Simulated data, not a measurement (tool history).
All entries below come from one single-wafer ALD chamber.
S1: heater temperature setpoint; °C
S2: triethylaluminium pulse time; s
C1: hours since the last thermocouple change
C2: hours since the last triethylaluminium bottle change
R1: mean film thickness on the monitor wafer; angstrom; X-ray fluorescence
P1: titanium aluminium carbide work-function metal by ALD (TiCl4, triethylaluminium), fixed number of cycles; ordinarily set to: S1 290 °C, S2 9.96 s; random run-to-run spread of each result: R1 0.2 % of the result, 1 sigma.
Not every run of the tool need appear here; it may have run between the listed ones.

{"run": 1, "day": 0.275, "S1": 290, "S2": 9.96, "C1": 1324.3, "C2": 455, "R1": 18.889}
{"run": 2, "day": 0.596, "S1": 290, "S2": 13.04, "C1": 1332, "C2": 462.7, "R1": 19.234}
{"day": 0.933, "done": "triethylaluminium bottle replaced"}
{"run": 3, "day": 1.05, "S1": 303, "S2": 14.05, "C1": 1342.9, "C2": 2.8, "R1": 20.499}
{"run": 4, "day": 1.429, "S1": 290, "S2": 9.96, "C1": 1352, "C2": 11.9, "R1": 18.893}
{"run": 5, "day": 1.671, "S1": 290, "S2": 9.96, "C1": 1357.8, "C2": 17.7, "R1": 18.871}
{"run": 6, "day": 2.05, "S1": 290, "S2": 9.96, "C1": 1366.9, "C2": 26.8, "R1": 18.86}
{"run": 7, "day": 2.325, "S1": 269, "S2": 4.81, "C1": 1373.5, "C2": 33.4, "R1": 14.313}
{"run": 8, "day": 2.658, "S1": 268, "S2": 9.96, "C1": 1381.5, "C2": 41.4, "R1": 17.052}
{"run": 9, "day": 3.225, "S1": 314, "S2": 9.96, "C1": 1395.1, "C2": 55, "R1": 20.96}
{"run": 10, "day": 3.479, "S1": 266, "S2": 12.51, "C1": 1401.2, "C2": 61.1, "R1": 17.152}
{"run": 11, "day": 3.862, "S1": 290, "S2": 9.96, "C1": 1410.4, "C2": 70.3, "R1": 18.968}
{"run": 12, "day": 4.417, "S1": 290, "S2": 9.96, "C1": 1423.7, "C2": 83.6, "R1": 18.884}
{"run": 13, "day": 4.875, "S1": 290, "S2": 4.09, "C1": 1434.7, "C2": 94.6, "R1": 14.804}
{"run": 14, "day": 5.392, "S1": 290, "S2": 9.96, "C1": 1447.1, "C2": 107, "R1": 18.911}
{"run": 15, "day": 5.762, "S1": 290, "S2": 9.96, "C1": 1456, "C2": 115.9, "R1": 18.735}

Estimate the outcome of run 16 from the log above:
{"run": 16, "day": 6.008, "S1": 290, "S2": 9.96, "C1": 1461.9, "C2": 121.8, "R1": "?"}

{"run 16": {"R1": 18.763}}

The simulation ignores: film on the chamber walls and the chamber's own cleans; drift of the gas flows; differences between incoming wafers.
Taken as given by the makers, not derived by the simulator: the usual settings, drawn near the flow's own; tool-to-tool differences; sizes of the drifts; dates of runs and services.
